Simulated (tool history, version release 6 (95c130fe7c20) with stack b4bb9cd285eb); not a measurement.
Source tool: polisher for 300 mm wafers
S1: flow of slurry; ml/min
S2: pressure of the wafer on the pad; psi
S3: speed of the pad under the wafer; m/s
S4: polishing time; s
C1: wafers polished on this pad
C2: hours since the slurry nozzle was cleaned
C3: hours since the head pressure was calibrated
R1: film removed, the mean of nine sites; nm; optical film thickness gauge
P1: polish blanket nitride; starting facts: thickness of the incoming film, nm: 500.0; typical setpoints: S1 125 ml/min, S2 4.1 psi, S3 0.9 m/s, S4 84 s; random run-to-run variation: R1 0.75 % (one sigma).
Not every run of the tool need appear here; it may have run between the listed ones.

| run | hour | S1 | S2 | S3 | S4 | C1 | C2 | C3 | R1 |
|---|---|---|---|---|---|---|---|---|---|
| 1 | 8.4 | 125 | 4.1 | 0.9 | 84 | 715 | 50 | 162.7 | 142.57 |
| 2 | 12.5 | 125 | 4.1 | 0.52 | 84 | 763 | 54.1 | 166.8 | 91.468 |
| 3 | 17 | 125 | 4.1 | 1.4 | 84 | 814 | 58.6 | 171.3 | 199.61 |
| 4 | 25.4 | 185 | 4.1 | 0.9 | 84 | 911 | 67 | 179.7 | 153.15 |
| 5 | 32.5 | 125 | 4.1 | 0.9 | 84 | 992 | 74.1 | 186.8 | 143.52 |
| 6 | 40.6 | 125 | 4.1 | 0.9 | 84 | 1086 | 82.2 | 194.9 | 141.12 |
| 7 | 49.1 | 125 | 4.1 | 0.9 | 84 | 1183 | 90.7 | 203.4 | 143.07 |
| 8 | 53.1 | 125 | 4.1 | 0.9 | 132 | 1229 | 94.7 | 207.4 | 223.35 |
| 9 | 59.6 | 125 | 4.1 | 0.9 | 84 | 1304 | 101.2 | 213.9 | 141.37 |
| 10 | 68.3 | 125 | 2.3 | 0.9 | 84 | 1404 | 109.9 | 222.6 | 78.412 |
| 11 | 75.7 | 125 | 6.3 | 0.9 | 84 | 1489 | 117.3 | 230 | 219.8 |
| 12 | 84.2 | 125 | 4.1 | 0.9 | 84 | 1587 | 125.8 | 238.5 | 138.49 |
| 13 | 89.5 | 125 | 5.4 | 1.12 | 84 | 1648 | 131.1 | 243.8 | 221.24 |
| 14 | 96.6 | 125 | 4.1 | 0.9 | 63 | 1729 | 138.2 | 250.9 | 104.74 |
| 15 | 101.5 | 75 | 4.1 | 0.9 | 84 | 1786 | 143.1 | 255.8 | 122.84 |
| 16 | 109.5 | 125 | 4.1 | 0.9 | 84 | 1878 | 151.1 | 263.8 | 141.06 |
| 17 | 118.4 | 125 | 4.1 | 0.9 | 84 | 1980 | 160 | 272.7 | 139.55 |
| 18 | 125.7 | 125 | 4.1 | 0.9 | 84 | 2064 | 167.3 | 280 | 137.66 |
| 19 | 134.4 | 125 | 4.1 | 0.9 | 84 | 2164 | 176 | 288.7 | 133.58 |
| 20 | 143.2 | 125 | 4.1 | 0.9 | 84 | 2265 | 184.8 | 297.5 | 131.65 |
| 21 | 150.5 | 125 | 4.1 | 0.9 | 84 | 2349 | 192.1 | 304.8 | 129.48 |
|  | 150.9 | head pressure recalibrated |
| 22 | 154.9 | 125 | 4.1 | 0.9 | 84 | 2400 | 196.5 | 4.1 | 130.04 |
| 23 | 161.1 | 125 | 4.1 | 0.9 | 84 | 2471 | 202.7 | 10.3 | 129.97 |
| 24 | 166.6 | 125 | 4.1 | 0.9 | 84 | 2534 | 208.2 | 15.8 | 127.66 |
| 25 | 172.8 | 125 | 4.1 | 0.9 | 84 | 2605 | 214.4 | 22 | 128.7 |
| 26 | 178.4 | 125 | 4.1 | 0.9 | 84 | 2670 | 220 | 27.6 | 128.64 |

P1 has crept away from where it was. The log is fitted equally well by each of these 2 causes, at the sizes shown:
A: removal rate lost through wear of the pad, % = 8.8
B: slurry flow missing at the pad, % = 31.6
Onset of the creep was near hour 118.4.
All other causes, with the reason each is excluded:
head's pressure below its setpoint, %: serviced at hour 150.9, which brought nothing back

Below are 4 check runs, each averaged over 5 wafers, with their results shown as question marks. Which of them would give clearly different results depending on which cause is behind the drift?
| check 1 | 184 | 125 | 5.4 | 0.7 | 84 |  |  |  | ? |
| check 2 | 184 | 180 | 4.1 | 0.9 | 125 |  |  |  | ? |
| check 3 | 184 | 125 | 2.5 | 1.4 | 84 |  |  |  | ? |
| check 4 | 184 | 125 | 5.3 | 0.9 | 114 |  |  |  | ? |

What each check would give under each cause:
| check | result | if A | if B |
|---|---|---|---|
| check 1 | R1 | 138.43 | 138.44 |
| check 2 | R1 | 203.68 | 209.03 |
| check 3 | R1 | 111.58 | 111.59 |
| check 4 | R1 | 225.45 | 225.46 |
Gap, in per cent, between the two causes that each check separates least, read from the result that separates them most: check 1 0.01 %; check 2 2.6 %; check 3 0.01 %; check 4 0.01 %
Of the check runs offered, only check 2 discriminates between the causes; the rest would read about the same regardless of which cause applies.

With check 2 done, the readings were: R1 208.32 nm. Identify which of the listed causes applies.

It was cause B: slurry flow missing at the pad, %.

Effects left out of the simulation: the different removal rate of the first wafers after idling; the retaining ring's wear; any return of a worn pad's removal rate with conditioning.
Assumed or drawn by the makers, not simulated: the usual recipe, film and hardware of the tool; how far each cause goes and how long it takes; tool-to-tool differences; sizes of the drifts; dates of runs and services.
